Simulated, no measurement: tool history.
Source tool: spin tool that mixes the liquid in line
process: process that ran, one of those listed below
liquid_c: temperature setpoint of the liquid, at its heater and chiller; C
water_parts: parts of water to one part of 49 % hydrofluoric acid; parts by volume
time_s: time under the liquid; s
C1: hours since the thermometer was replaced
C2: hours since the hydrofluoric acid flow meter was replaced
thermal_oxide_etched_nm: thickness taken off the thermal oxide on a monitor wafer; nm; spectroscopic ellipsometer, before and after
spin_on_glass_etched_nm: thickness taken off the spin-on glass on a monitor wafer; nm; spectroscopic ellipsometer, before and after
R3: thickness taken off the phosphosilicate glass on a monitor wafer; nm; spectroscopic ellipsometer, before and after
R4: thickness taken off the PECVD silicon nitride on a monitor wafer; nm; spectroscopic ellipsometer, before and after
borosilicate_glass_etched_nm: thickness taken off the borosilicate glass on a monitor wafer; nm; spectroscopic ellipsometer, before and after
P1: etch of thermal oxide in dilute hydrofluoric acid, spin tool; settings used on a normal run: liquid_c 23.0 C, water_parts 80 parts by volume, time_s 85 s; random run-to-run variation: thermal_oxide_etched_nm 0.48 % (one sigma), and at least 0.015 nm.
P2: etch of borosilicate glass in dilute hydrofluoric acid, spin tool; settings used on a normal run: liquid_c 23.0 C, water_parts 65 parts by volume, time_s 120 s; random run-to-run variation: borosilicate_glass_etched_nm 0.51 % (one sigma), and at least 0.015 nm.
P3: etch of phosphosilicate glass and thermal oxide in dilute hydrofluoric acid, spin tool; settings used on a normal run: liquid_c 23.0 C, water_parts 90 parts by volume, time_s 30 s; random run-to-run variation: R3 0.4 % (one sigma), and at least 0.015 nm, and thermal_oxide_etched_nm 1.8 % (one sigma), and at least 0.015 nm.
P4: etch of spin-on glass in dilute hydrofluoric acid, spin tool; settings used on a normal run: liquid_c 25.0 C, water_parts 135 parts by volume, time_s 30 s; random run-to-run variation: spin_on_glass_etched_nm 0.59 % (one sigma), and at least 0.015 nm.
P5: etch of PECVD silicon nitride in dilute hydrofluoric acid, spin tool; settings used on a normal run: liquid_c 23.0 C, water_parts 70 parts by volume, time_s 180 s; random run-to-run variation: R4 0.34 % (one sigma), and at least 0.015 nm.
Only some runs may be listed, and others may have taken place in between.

run 1 day=0.425 | process=P1 liquid_c=23.0 water_parts=80 time_s=85 | C1=658.0 C2=604.6 | thermal_oxide_etched_nm=4.6185
run 2 day=0.904 | process=P1 liquid_c=23.0 water_parts=80 time_s=85 | C1=669.5 C2=616.1 | thermal_oxide_etched_nm=4.5853
run 3 day=1.254 | process=P4 liquid_c=25.0 water_parts=135 time_s=15 | C1=677.9 C2=624.5 | spin_on_glass_etched_nm=2.7550
run 4 day=1.712 | process=P1 liquid_c=17.0 water_parts=80 time_s=85 | C1=688.9 C2=635.5 | thermal_oxide_etched_nm=3.5926
run 5 day=2.150 | process=P3 liquid_c=23.0 water_parts=90 time_s=30 | C1=699.4 C2=646.0 | thermal_oxide_etched_nm=1.4358 R3=50.194
run 6 day=2.604 | process=P3 liquid_c=23.0 water_parts=160 time_s=30 | C1=710.3 C2=656.9 | thermal_oxide_etched_nm=0.7927 R3=26.137
run 7 day=2.967 | process=P4 liquid_c=32.5 water_parts=135 time_s=30 | C1=719.0 C2=665.6 | spin_on_glass_etched_nm=7.2822
run 8 day=3.529 | process=P5 liquid_c=23.0 water_parts=70 time_s=180 | C1=732.5 C2=679.1 | R4=13.4000
run 9 day=4.012 | process=P4 liquid_c=25.0 water_parts=190 time_s=30 | C1=744.1 C2=690.7 | spin_on_glass_etched_nm=3.6912
run 10 day=4.346 | process=P1 liquid_c=23.0 water_parts=80 time_s=85 | C1=752.1 C2=698.7 | thermal_oxide_etched_nm=4.6027
run 11 day=4.733 | process=P2 liquid_c=23.0 water_parts=65 time_s=120 | C1=761.4 C2=708.0 | borosilicate_glass_etched_nm=39.116
run 12 day=5.175 | process=P3 liquid_c=23.0 water_parts=90 time_s=30 | C1=772.0 C2=718.6 | thermal_oxide_etched_nm=1.4918 R3=50.137
run 13 day=5.479 | process=P5 liquid_c=23.0 water_parts=70 time_s=40 | C1=779.3 C2=725.9 | R4=2.9841
run 14 day=5.812 | process=P2 liquid_c=23.0 water_parts=110 time_s=120 | C1=787.3 C2=733.9 | borosilicate_glass_etched_nm=21.710
run 15 day=6.238 | process=P1 liquid_c=29.5 water_parts=25 time_s=85 | C1=797.5 C2=744.1 | thermal_oxide_etched_nm=20.7280
run 16 day=6.488 | process=P1 liquid_c=23.0 water_parts=25 time_s=85 | C1=803.5 C2=750.1 | thermal_oxide_etched_nm=15.8820
run 17 day=6.871 | process=P4 liquid_c=25.0 water_parts=135 time_s=30 | C1=812.7 C2=759.3 | spin_on_glass_etched_nm=5.4595
run 18 day=7.292 | process=P1 liquid_c=19.0 water_parts=80 time_s=120 | C1=822.8 C2=769.4 | thermal_oxide_etched_nm=5.4661
run 19 day=7.788 | process=P2 liquid_c=28.5 water_parts=65 time_s=120 | C1=834.7 C2=781.3 | borosilicate_glass_etched_nm=48.693
run 20 day=8.125 | process=P5 liquid_c=23.0 water_parts=35 time_s=180 | C1=842.8 C2=789.4 | R4=26.3550
run 21 day=8.667 | process=P1 liquid_c=23.0 water_parts=80 time_s=85 | C1=855.8 C2=802.4 | thermal_oxide_etched_nm=4.5636
run 22 day=9.079 | process=P1 liquid_c=23.0 water_parts=80 time_s=85 | C1=865.7 C2=812.3 | thermal_oxide_etched_nm=4.5406
run 23 day=9.325 | process=P3 liquid_c=23.0 water_parts=90 time_s=50 | C1=871.6 C2=818.2 | thermal_oxide_etched_nm=2.4286 R3=83.939
run 24 day=9.629 | process=P2 liquid_c=23.0 water_parts=65 time_s=210 | C1=878.9 C2=825.5 | borosilicate_glass_etched_nm=68.031
run 25 day=10.067 | process=P1 liquid_c=23.0 water_parts=80 time_s=165 | C1=889.4 C2=836.0 | thermal_oxide_etched_nm=8.9086
run 26 day=10.358 | process=P1 liquid_c=23.0 water_parts=80 time_s=85 | C1=896.4 C2=843.0 | thermal_oxide_etched_nm=4.5742
run 27 day=10.621 | process=P1 liquid_c=23.0 water_parts=80 time_s=20 | C1=902.7 C2=849.3 | thermal_oxide_etched_nm=1.0975
run 28 day=11.175 | process=P1 liquid_c=19.0 water_parts=140 time_s=85 | C1=916.0 C2=862.6 | thermal_oxide_etched_nm=2.0847
run 29 day=11.475 | process=P1 liquid_c=29.5 water_parts=80 time_s=85 | C1=923.2 C2=869.8 | thermal_oxide_etched_nm=5.8801
run 30 day=11.783 | process=P4 liquid_c=25.0 water_parts=135 time_s=30 | C1=930.6 C2=877.2 | spin_on_glass_etched_nm=5.5304
run 31 day=12.308 | process=P1 liquid_c=23.0 water_parts=80 time_s=85 | C1=943.2 C2=889.8 | thermal_oxide_etched_nm=4.6054
run 32 day=12.662 | process=P1 liquid_c=23.0 water_parts=120 time_s=85 | C1=951.7 C2=898.3 | thermal_oxide_etched_nm=2.8947
run 33 day=13.125 | process=P3 liquid_c=30.5 water_parts=90 time_s=30 | C1=962.8 C2=909.4 | thermal_oxide_etched_nm=1.9580 R3=67.615
run 34 day=13.408 | process=P5 liquid_c=19.0 water_parts=70 time_s=180 | C1=969.6 C2=916.2 | R4=10.2470
run 35 day=13.688 | process=P1 liquid_c=23.0 water_parts=80 time_s=85 | C1=976.3 C2=922.9 | thermal_oxide_etched_nm=4.5844
run 36 day=14.138 | process=P1 liquid_c=23.0 water_parts=80 time_s=85 | C1=987.1 C2=933.7 | thermal_oxide_etched_nm=4.4396
run 37 day=14.446 | process=P1 liquid_c=23.0 water_parts=80 time_s=85 | C1=994.5 C2=941.1 | thermal_oxide_etched_nm=4.4171
run 38 day=14.904 | process=P1 liquid_c=23.0 water_parts=80 time_s=85 | C1=1005.5 C2=952.1 | thermal_oxide_etched_nm=4.3695
run 39 day=15.171 | process=P1 liquid_c=23.0 water_parts=80 time_s=85 | C1=1011.9 C2=958.5 | thermal_oxide_etched_nm=4.3121
run 40 day=15.608 | process=P1 liquid_c=23.0 water_parts=80 time_s=85 | C1=1022.4 C2=969.0 | thermal_oxide_etched_nm=4.2927
run 41 day=15.983 | process=P1 liquid_c=23.0 water_parts=80 time_s=85 | C1=1031.4 C2=978.0 | thermal_oxide_etched_nm=4.2402
run 42 day=16.233 | process=P1 liquid_c=23.0 water_parts=80 time_s=85 | C1=1037.4 C2=984.0 | thermal_oxide_etched_nm=4.2123
run 43 day=16.779 | process=P1 liquid_c=23.0 water_parts=80 time_s=85 | C1=1050.5 C2=997.1 | thermal_oxide_etched_nm=4.2473
run 44 day=17.321 | process=P1 liquid_c=23.0 water_parts=80 time_s=85 | C1=1063.5 C2=1010.1 | thermal_oxide_etched_nm=4.1949
run 45 day=17.633 | process=P1 liquid_c=23.0 water_parts=80 time_s=85 | C1=1071.0 C2=1017.6 | thermal_oxide_etched_nm=4.2287

The output of P1 has drifted from where it used to be. Each of the 2 causes below, taken at the size shown beside it, accounts for the log equally well:
A: liquid colder than its thermometer reads (K) = 2
B: hydrofluoric acid flow below the setpoint (%) = 7.16
Creep in the process output first set in at about day 13.688.

Question marks stand in for the results of the 4 check runs listed below, each run on one wafer. Under which run would the listed causes show clearly different results?
run check 1 day=17.946 | process=P3 liquid_c=23.0 water_parts=90 time_s=30 | thermal_oxide_etched_nm=? R3=?
run check 2 day=17.946 | process=P5 liquid_c=23.0 water_parts=70 time_s=180 | R4=?
run check 3 day=17.946 | process=P2 liquid_c=23.0 water_parts=65 time_s=120 | borosilicate_glass_etched_nm=?
run check 4 day=17.946 | process=P4 liquid_c=25.0 water_parts=135 time_s=30 | spin_on_glass_etched_nm=?

If the cause were each of the candidates in turn, the checks would give the following:
check=check_1 result=thermal_oxide_etched_nm if_A=1.3578 if_B=1.3559
check=check_1 result=R3 if_A=46.367 if_B=46.300
check=check_2 result=R4 if_A=11.7250 if_B=12.4840
check=check_3 result=borosilicate_glass_etched_nm if_A=35.914 if_B=35.990
check=check_4 result=spin_on_glass_etched_nm if_A=5.1039 if_B=5.0564
Per check, the gap between the least separated pair of causes, taken in the result that splits them most: check 1 0.14 %; check 2 6.27 %; check 3 0.21 %; check 4 0.94 %
Check 2 tells the causes apart: in the others they would give nearly the same result.

Running check 2 produced the following: R4 11.7210 nm. Which one of the listed causes fits?

A is the cause: liquid colder than its thermometer reads (K).
